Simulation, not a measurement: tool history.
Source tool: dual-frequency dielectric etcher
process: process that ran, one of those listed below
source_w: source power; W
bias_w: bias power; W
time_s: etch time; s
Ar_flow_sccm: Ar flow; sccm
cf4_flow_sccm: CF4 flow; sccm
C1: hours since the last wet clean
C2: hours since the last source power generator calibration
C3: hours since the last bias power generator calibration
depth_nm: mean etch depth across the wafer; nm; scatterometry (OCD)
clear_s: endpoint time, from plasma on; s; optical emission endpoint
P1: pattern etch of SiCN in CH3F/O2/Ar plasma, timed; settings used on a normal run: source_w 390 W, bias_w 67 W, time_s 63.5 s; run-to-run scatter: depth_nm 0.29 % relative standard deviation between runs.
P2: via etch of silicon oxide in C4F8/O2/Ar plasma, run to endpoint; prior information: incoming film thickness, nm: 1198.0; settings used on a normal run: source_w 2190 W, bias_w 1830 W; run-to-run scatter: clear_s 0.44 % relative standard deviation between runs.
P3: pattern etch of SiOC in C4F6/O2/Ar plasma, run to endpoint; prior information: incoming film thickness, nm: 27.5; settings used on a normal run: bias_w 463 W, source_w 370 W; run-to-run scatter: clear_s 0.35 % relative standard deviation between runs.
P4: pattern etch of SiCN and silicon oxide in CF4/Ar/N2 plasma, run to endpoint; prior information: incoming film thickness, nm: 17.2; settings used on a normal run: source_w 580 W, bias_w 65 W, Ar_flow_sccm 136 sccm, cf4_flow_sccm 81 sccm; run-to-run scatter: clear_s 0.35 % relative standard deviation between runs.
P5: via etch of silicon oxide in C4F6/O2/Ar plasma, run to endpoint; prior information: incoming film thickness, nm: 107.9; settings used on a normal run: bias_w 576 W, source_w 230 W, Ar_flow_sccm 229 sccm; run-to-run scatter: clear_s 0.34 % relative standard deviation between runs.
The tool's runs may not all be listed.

{"run": 1, "hour": 3.0, "process": "P1", "source_w": 390, "bias_w": 67, "time_s": 63.5, "C1": 501.7, "C2": 1362, "C3": 764.3, "depth_nm": 23.992}
{"run": 2, "hour": 6.8, "process": "P2", "source_w": 2190, "bias_w": 1830, "C1": 505.5, "C2": 1365.8, "C3": 768.1, "clear_s": 235.05}
{"run": 3, "hour": 10.1, "process": "P1", "source_w": 390, "bias_w": 67, "time_s": 63.5, "C1": 508.8, "C2": 1369.1, "C3": 771.4, "depth_nm": 24.038}
{"run": 4, "hour": 12.7, "process": "P5", "source_w": 230, "bias_w": 400, "Ar_flow_sccm": 229, "C1": 511.4, "C2": 1371.7, "C3": 774, "clear_s": 31.294}
{"run": 5, "hour": 17.8, "process": "P1", "source_w": 280, "bias_w": 55, "time_s": 63.5, "C1": 516.5, "C2": 1376.8, "C3": 779.1, "depth_nm": 19.693}
{"run": 6, "hour": 20.7, "process": "P3", "source_w": 370, "bias_w": 463, "C1": 519.4, "C2": 1379.7, "C3": 782, "clear_s": 10.148}
{"run": 7, "hour": 23.6, "process": "P1", "source_w": 390, "bias_w": 94, "time_s": 63.5, "C1": 522.3, "C2": 1382.6, "C3": 784.9, "depth_nm": 27.154}
{"run": 8, "hour": 27.6, "process": "P3", "source_w": 220, "bias_w": 463, "C1": 526.3, "C2": 1386.6, "C3": 788.9, "clear_s": 12.177}
{"run": 9, "hour": 30.8, "process": "P4", "source_w": 580, "bias_w": 65, "Ar_flow_sccm": 136, "cf4_flow_sccm": 97, "C1": 529.5, "C2": 1389.8, "C3": 792.1, "clear_s": 16.62}
{"run": 10, "hour": 34.1, "process": "P1", "source_w": 220, "bias_w": 67, "time_s": 63.5, "C1": 532.8, "C2": 1393.1, "C3": 795.4, "depth_nm": 19.312}
{"run": 11, "hour": 37.2, "process": "P2", "source_w": 2190, "bias_w": 1830, "C1": 535.9, "C2": 1396.2, "C3": 798.5, "clear_s": 235.83}
{"run": 12, "hour": 41.9, "process": "P4", "source_w": 580, "bias_w": 65, "Ar_flow_sccm": 136, "cf4_flow_sccm": 81, "C1": 540.6, "C2": 1400.9, "C3": 803.2, "clear_s": 16.973}
{"run": 13, "hour": 45.8, "process": "P4", "source_w": 580, "bias_w": 47, "Ar_flow_sccm": 136, "cf4_flow_sccm": 81, "C1": 544.5, "C2": 1404.8, "C3": 807.1, "clear_s": 18.886}
{"run": 14, "hour": 48.4, "process": "P4", "source_w": 580, "bias_w": 65, "Ar_flow_sccm": 174, "cf4_flow_sccm": 81, "C1": 547.1, "C2": 1407.4, "C3": 809.7, "clear_s": 17.749}
{"run": 15, "hour": 51.7, "process": "P1", "source_w": 390, "bias_w": 67, "time_s": 38.5, "C1": 550.4, "C2": 1410.7, "C3": 813, "depth_nm": 14.562}
{"run": 16, "hour": 56.0, "process": "P1", "source_w": 390, "bias_w": 48, "time_s": 63.5, "C1": 554.7, "C2": 1415, "C3": 817.3, "depth_nm": 21.483}
{"run": 17, "hour": 60.4, "process": "P5", "source_w": 320, "bias_w": 576, "Ar_flow_sccm": 229, "C1": 559.1, "C2": 1419.4, "C3": 821.7, "clear_s": 24.194}
{"run": 18, "hour": 64.9, "process": "P2", "source_w": 1460, "bias_w": 1830, "C1": 563.6, "C2": 1423.9, "C3": 826.2, "clear_s": 277.44}
{"run": 19, "hour": 69.7, "process": "P1", "source_w": 390, "bias_w": 67, "time_s": 63.5, "C1": 568.4, "C2": 1428.7, "C3": 831, "depth_nm": 24.177}
{"run": 20, "hour": 73.0, "process": "P3", "source_w": 370, "bias_w": 463, "C1": 571.7, "C2": 1432, "C3": 834.3, "clear_s": 10.045}
{"run": 21, "hour": 76.2, "process": "P4", "source_w": 580, "bias_w": 65, "Ar_flow_sccm": 136, "cf4_flow_sccm": 81, "C1": 574.9, "C2": 1435.2, "C3": 837.5, "clear_s": 17.037}
{"run": 22, "hour": 79.9, "process": "P1", "source_w": 390, "bias_w": 67, "time_s": 63.5, "C1": 578.6, "C2": 1438.9, "C3": 841.2, "depth_nm": 24.046}
{"run": 23, "hour": 84.8, "process": "P1", "source_w": 390, "bias_w": 67, "time_s": 63.5, "C1": 583.5, "C2": 1443.8, "C3": 846.1, "depth_nm": 24.065}
{"run": 24, "hour": 88.5, "process": "P2", "source_w": 2190, "bias_w": 2459, "C1": 587.2, "C2": 1447.5, "C3": 849.8, "clear_s": 213.39}
{"run": 25, "hour": 90.7, "process": "P3", "source_w": 370, "bias_w": 602, "C1": 589.4, "C2": 1449.7, "C3": 852, "clear_s": 9.1722}
{"run": 26, "hour": 94.0, "process": "P1", "source_w": 480, "bias_w": 53, "time_s": 63.5, "C1": 592.7, "C2": 1453, "C3": 855.3, "depth_nm": 24.006}
{"run": 27, "hour": 99.0, "process": "P5", "source_w": 230, "bias_w": 576, "Ar_flow_sccm": 229, "C1": 597.7, "C2": 1458, "C3": 860.3, "clear_s": 27.459}
{"run": 28, "hour": 102.7, "process": "P5", "source_w": 230, "bias_w": 576, "Ar_flow_sccm": 286, "C1": 601.4, "C2": 1461.7, "C3": 864, "clear_s": 27.977}
{"run": 29, "hour": 107.4, "process": "P5", "source_w": 230, "bias_w": 576, "Ar_flow_sccm": 229, "C1": 606.1, "C2": 1466.4, "C3": 868.7, "clear_s": 27.37}
{"run": 30, "hour": 110.8, "process": "P1", "source_w": 390, "bias_w": 67, "time_s": 90.5, "C1": 609.5, "C2": 1469.8, "C3": 872.1, "depth_nm": 34.252}
{"run": 31, "hour": 113.2, "process": "P1", "source_w": 490, "bias_w": 67, "time_s": 63.5, "C1": 611.9, "C2": 1472.2, "C3": 874.5, "depth_nm": 26.298}
{"run": 32, "hour": 116.2, "process": "P4", "source_w": 360, "bias_w": 65, "Ar_flow_sccm": 136, "cf4_flow_sccm": 81, "C1": 614.9, "C2": 1475.2, "C3": 877.5, "clear_s": 25.794}
{"run": 33, "hour": 118.5, "process": "P1", "source_w": 390, "bias_w": 67, "time_s": 63.5, "C1": 617.2, "C2": 1477.5, "C3": 879.8, "depth_nm": 24.061}
{"run": 34, "hour": 120.7, "process": "P1", "source_w": 390, "bias_w": 67, "time_s": 63.5, "C1": 619.4, "C2": 1479.7, "C3": 882, "depth_nm": 23.905}
{"run": 35, "hour": 125.3, "process": "P1", "source_w": 390, "bias_w": 67, "time_s": 63.5, "C1": 624, "C2": 1484.3, "C3": 886.6, "depth_nm": 23.851}
{"run": 36, "hour": 130.2, "process": "P1", "source_w": 390, "bias_w": 67, "time_s": 63.5, "C1": 628.9, "C2": 1489.2, "C3": 891.5, "depth_nm": 23.755}
{"hour": 130.4, "done": "wet clean of the chamber"}
{"run": 37, "hour": 132.5, "process": "P1", "source_w": 390, "bias_w": 67, "time_s": 63.5, "C1": 2.1, "C2": 1491.5, "C3": 893.8, "depth_nm": 23.63}
{"run": 38, "hour": 135.4, "process": "P1", "source_w": 390, "bias_w": 67, "time_s": 63.5, "C1": 5, "C2": 1494.4, "C3": 896.7, "depth_nm": 23.779}
{"run": 39, "hour": 137.6, "process": "P1", "source_w": 390, "bias_w": 67, "time_s": 63.5, "C1": 7.2, "C2": 1496.6, "C3": 898.9, "depth_nm": 23.656}
{"run": 40, "hour": 142.3, "process": "P1", "source_w": 390, "bias_w": 67, "time_s": 63.5, "C1": 11.9, "C2": 1501.3, "C3": 903.6, "depth_nm": 23.741}

What P1 gives has crept away from where it was. These 2 causes fit the log equally well, each at the size given:
A: bias power that arrives under what is set, % = 4.11
B: source power that arrives under what is set, % = 3.79
Creep in the process output first set in at about hour 120.7.
Ruled out, with reasons:
chamber walls in a state that lowers the etch rate, %: its service at hour 130.4 followed the start of the drift and did not put the process back to its old value

Which of the 4 check runs listed below, each an average over 2 wafers with its results shown as question marks, gives clearly different results under the different listed causes?
{"run": "check 1", "hour": 147.0, "process": "P3", "source_w": 370, "bias_w": 463, "clear_s": "?"}
{"run": "check 2", "hour": 147.0, "process": "P5", "source_w": 230, "bias_w": 576, "Ar_flow_sccm": 229, "clear_s": "?"}
{"run": "check 3", "hour": 147.0, "process": "P4", "source_w": 580, "bias_w": 65, "Ar_flow_sccm": 136, "cf4_flow_sccm": 81, "clear_s": "?"}
{"run": "check 4", "hour": 147.0, "process": "P2", "source_w": 2190, "bias_w": 1830, "clear_s": "?"}

How each check would come out, cause by cause:
check=check_1 result=clear_s if_A=10.239 if_B=10.226
check=check_2 result=clear_s if_A=27.736 if_B=27.672
check=check_3 result=clear_s if_A=17.244 if_B=17.598
check=check_4 result=clear_s if_A=237.25 if_B=238.19
Distance between the nearest two causes, measured in the result of the check that separates them most: check 1 0.12 %; check 2 0.23 %; check 3 2.03 %; check 4 0.39 %
The other checks would show nearly matching results whichever cause is true, so check 3 is the only one that separates the causes.

After running check 3, the following was obtained: clear_s 17.642 s. Which cause does this point to?

Of the candidate causes, it is B: source power that arrives under what is set, %.

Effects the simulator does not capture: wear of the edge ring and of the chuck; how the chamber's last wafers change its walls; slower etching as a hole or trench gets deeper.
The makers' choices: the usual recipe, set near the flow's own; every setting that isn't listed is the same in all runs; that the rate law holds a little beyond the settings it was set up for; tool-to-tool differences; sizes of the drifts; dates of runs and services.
